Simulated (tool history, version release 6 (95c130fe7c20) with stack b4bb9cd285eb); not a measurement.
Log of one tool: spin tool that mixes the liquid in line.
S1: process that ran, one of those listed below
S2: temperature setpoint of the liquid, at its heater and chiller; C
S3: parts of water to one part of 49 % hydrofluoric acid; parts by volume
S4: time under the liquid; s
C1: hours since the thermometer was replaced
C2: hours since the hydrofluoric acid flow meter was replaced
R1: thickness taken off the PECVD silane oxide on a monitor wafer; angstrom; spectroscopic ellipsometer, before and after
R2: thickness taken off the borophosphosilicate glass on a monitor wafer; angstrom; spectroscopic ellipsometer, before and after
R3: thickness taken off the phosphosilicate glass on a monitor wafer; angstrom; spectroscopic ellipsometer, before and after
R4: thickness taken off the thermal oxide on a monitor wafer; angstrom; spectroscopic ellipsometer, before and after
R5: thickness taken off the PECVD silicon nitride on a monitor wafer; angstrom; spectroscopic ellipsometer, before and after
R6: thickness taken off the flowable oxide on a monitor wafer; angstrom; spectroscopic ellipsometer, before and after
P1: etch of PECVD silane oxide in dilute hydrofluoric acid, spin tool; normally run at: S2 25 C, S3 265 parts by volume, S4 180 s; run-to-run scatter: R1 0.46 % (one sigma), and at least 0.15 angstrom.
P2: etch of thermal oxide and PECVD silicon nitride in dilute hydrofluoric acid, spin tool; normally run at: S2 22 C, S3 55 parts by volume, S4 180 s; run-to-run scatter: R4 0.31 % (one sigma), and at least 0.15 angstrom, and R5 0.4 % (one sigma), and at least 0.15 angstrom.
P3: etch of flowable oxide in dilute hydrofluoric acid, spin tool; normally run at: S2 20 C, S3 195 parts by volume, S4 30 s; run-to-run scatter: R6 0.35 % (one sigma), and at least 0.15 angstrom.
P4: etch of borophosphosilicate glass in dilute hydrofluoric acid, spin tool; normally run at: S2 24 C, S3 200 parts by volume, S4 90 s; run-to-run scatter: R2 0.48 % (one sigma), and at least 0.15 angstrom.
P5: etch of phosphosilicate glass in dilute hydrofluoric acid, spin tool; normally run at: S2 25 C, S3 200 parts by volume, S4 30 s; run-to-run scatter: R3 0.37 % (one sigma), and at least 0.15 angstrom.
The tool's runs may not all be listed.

Run 1, day 0.512: S1 P1, S2 25 C, S3 265 parts by volume, S4 180 s; C1 347.5; C2 920.2. Result: R1 129.28 angstrom.
Run 2, day 0.908: S1 P1, S2 25 C, S3 75 parts by volume, S4 180 s; C1 357; C2 929.7. Result: R1 567.72 angstrom.
Run 3, day 1.4: S1 P1, S2 25 C, S3 265 parts by volume, S4 60 s; C1 368.8; C2 941.5. Result: R1 43.043 angstrom.
Run 4, day 1.779: S1 P4, S2 24 C, S3 200 parts by volume, S4 90 s; C1 377.9; C2 950.6. Result: R2 262.36 angstrom.
Run 5, day 2.267: S1 P5, S2 25 C, S3 285 parts by volume, S4 30 s; C1 389.6; C2 962.3. Result: R3 180.75 angstrom.
Run 6, day 2.812: S1 P2, S2 22 C, S3 55 parts by volume, S4 15 s; C1 402.7; C2 975.4. Result: R4 12.164 angstrom, R5 7.8211 angstrom.
Run 7, day 3.112: S1 P3, S2 20 C, S3 195 parts by volume, S4 55 s; C1 409.9; C2 982.6. Result: R6 132.16 angstrom.
Run 8, day 3.404: S1 P1, S2 20 C, S3 265 parts by volume, S4 180 s; C1 416.9; C2 989.6. Result: R1 108.39 angstrom.
Run 9, day 3.912: S1 P5, S2 25 C, S3 200 parts by volume, S4 30 s; C1 429.1; C2 1001.8. Result: R3 281.77 angstrom.
Run 10, day 4.238: S1 P4, S2 24 C, S3 200 parts by volume, S4 90 s; C1 436.9; C2 1009.6. Result: R2 264.02 angstrom.
Run 11, day 4.638: S1 P2, S2 17 C, S3 55 parts by volume, S4 180 s; C1 446.5; C2 1019.2. Result: R4 115.3 angstrom, R5 64.371 angstrom.
Run 12, day 5.154: S1 P1, S2 25 C, S3 375 parts by volume, S4 180 s; C1 458.9; C2 1031.6. Result: R1 81.645 angstrom.
Run 13, day 5.621: S1 P1, S2 20 C, S3 90 parts by volume, S4 180 s; C1 470.1; C2 1042.8. Result: R1 377.63 angstrom.
Run 14, day 5.917: S1 P5, S2 19.5 C, S3 200 parts by volume, S4 30 s; C1 477.2; C2 1049.9. Result: R3 229.85 angstrom.
Run 15, day 6.467: S1 P1, S2 25 C, S3 265 parts by volume, S4 180 s; C1 490.4; C2 1063.1. Result: R1 130.23 angstrom.
Run 16, day 6.929: S1 P1, S2 25 C, S3 265 parts by volume, S4 320 s; C1 501.5; C2 1074.2. Result: R1 230.04 angstrom.
Run 17, day 7.212: S1 P3, S2 26 C, S3 195 parts by volume, S4 30 s; C1 508.3; C2 1081. Result: R6 90.314 angstrom.
Run 18, day 7.733: S1 P4, S2 24 C, S3 200 parts by volume, S4 15 s; C1 520.8; C2 1093.5. Result: R2 43.886 angstrom.
Run 19, day 8.054: S1 P4, S2 24 C, S3 325 parts by volume, S4 90 s; C1 528.5; C2 1101.2. Result: R2 143.11 angstrom.
Run 20, day 8.55: S1 P3, S2 20 C, S3 195 parts by volume, S4 30 s; C1 540.4; C2 1113.1. Result: R6 72.124 angstrom.
Run 21, day 8.854: S1 P5, S2 25 C, S3 200 parts by volume, S4 60 s; C1 547.7; C2 1120.4. Result: R3 563.16 angstrom.
Run 22, day 9.333: S1 P3, S2 20 C, S3 280 parts by volume, S4 30 s; C1 559.2; C2 1131.9. Result: R6 46.488 angstrom.
Run 23, day 9.654: S1 P1, S2 25 C, S3 265 parts by volume, S4 180 s; C1 566.9; C2 1139.6. Result: R1 129.79 angstrom.
Run 24, day 10.112: S1 P1, S2 25 C, S3 265 parts by volume, S4 180 s; C1 577.9; C2 1150.6. Result: R1 128.82 angstrom.
Run 25, day 10.621: S1 P2, S2 22 C, S3 55 parts by volume, S4 180 s; C1 590.1; C2 1162.8. Result: R4 142.58 angstrom, R5 92.284 angstrom.
At day 11.154: hydrofluoric acid flow meter replaced.
Run 26, day 11.196: S1 P4, S2 17 C, S3 200 parts by volume, S4 90 s; C1 603.9; C2 1. Result: R2 200.92 angstrom.
Run 27, day 11.767: S1 P1, S2 32 C, S3 265 parts by volume, S4 180 s; C1 617.6; C2 14.7. Result: R1 163.59 angstrom.
Run 28, day 12.333: S1 P5, S2 25 C, S3 200 parts by volume, S4 30 s; C1 631.2; C2 28.3. Result: R3 282.05 angstrom.
Run 29, day 12.721: S1 P2, S2 22 C, S3 25 parts by volume, S4 180 s; C1 640.5; C2 37.6. Result: R4 326.38 angstrom, R5 199.01 angstrom.
Run 30, day 13.088: S1 P1, S2 25 C, S3 265 parts by volume, S4 180 s; C1 649.3; C2 46.4. Result: R1 130.02 angstrom.
Run 31, day 13.533: S1 P1, S2 25 C, S3 265 parts by volume, S4 180 s; C1 660; C2 57.1. Result: R1 128.7 angstrom.
Run 32, day 13.812: S1 P2, S2 22 C, S3 55 parts by volume, S4 180 s; C1 666.7; C2 63.8. Result: R4 142.55 angstrom, R5 92.447 angstrom.
Run 33, day 14.288: S1 P1, S2 25 C, S3 265 parts by volume, S4 180 s; C1 678.1; C2 75.2. Result: R1 128.18 angstrom.
Run 34, day 14.85: S1 P1, S2 25 C, S3 265 parts by volume, S4 180 s; C1 691.6; C2 88.7. Result: R1 132.62 angstrom.
Run 35, day 15.212: S1 P1, S2 25 C, S3 265 parts by volume, S4 180 s; C1 700.3; C2 97.4. Result: R1 135.35 angstrom.
Run 36, day 15.804: S1 P1, S2 25 C, S3 265 parts by volume, S4 180 s; C1 714.5; C2 111.6. Result: R1 136.23 angstrom.
Run 37, day 16.262: S1 P1, S2 25 C, S3 265 parts by volume, S4 180 s; C1 725.5; C2 122.6. Result: R1 136.33 angstrom.
Run 38, day 16.538: S1 P1, S2 25 C, S3 265 parts by volume, S4 180 s; C1 732.1; C2 129.2. Result: R1 137.26 angstrom.
Run 39, day 16.95: S1 P1, S2 25 C, S3 265 parts by volume, S4 180 s; C1 742; C2 139.1. Result: R1 137.84 angstrom.
Run 40, day 17.529: S1 P1, S2 25 C, S3 265 parts by volume, S4 180 s; C1 755.9; C2 153. Result: R1 137.94 angstrom.
Run 41, day 18.033: S1 P1, S2 25 C, S3 265 parts by volume, S4 180 s; C1 768; C2 165.1. Result: R1 138.05 angstrom.
Run 42, day 18.538: S1 P1, S2 25 C, S3 265 parts by volume, S4 180 s; C1 780.1; C2 177.2. Result: R1 137.26 angstrom.

What P1 gives has crept away from where it was. These 2 causes fit the log equally well, each at the size given:
A: hydrofluoric acid flow above the setpoint (%) = 5.51
B: liquid hotter than its thermometer reads (K) = 1.97
The creep began at about day 14.288.

4 check runs are offered, one wafer each, their results left as question marks. Which one tells the causes apart?
Run check 1, day 19.042: S1 P5, S2 25 C, S3 260 parts by volume, S4 30 s. Result: R3 ?.
Run check 2, day 19.042: S1 P4, S2 24 C, S3 200 parts by volume, S4 15 s. Result: R2 ?.
Run check 3, day 19.042: S1 P3, S2 23.5 C, S3 195 parts by volume, S4 30 s. Result: R6 ?.
Run check 4, day 19.042: S1 P2, S2 17 C, S3 55 parts by volume, S4 180 s. Result: R4 ?, R5 ?.

What each check would give under each cause:
  check  result    if A    if B
check 1      R3  217.59  217.74
check 2      R2  46.735  47.068
check 3      R6  87.807  88.521
check 4      R4  122.27  125.74
check 4      R5  68.665  74.889
How far apart the two closest causes lie, in the result that separates them most: check 1 0.07 %; check 2 0.71 %; check 3 0.81 %; check 4 8.68 %
Only check 4 tells the causes apart: in the others they would give nearly the same result.

Then check 4 was run and gave: R4 125.36 angstrom; R5 74.48 angstrom. Which cause is it?

It is B: liquid hotter than its thermometer reads (K).

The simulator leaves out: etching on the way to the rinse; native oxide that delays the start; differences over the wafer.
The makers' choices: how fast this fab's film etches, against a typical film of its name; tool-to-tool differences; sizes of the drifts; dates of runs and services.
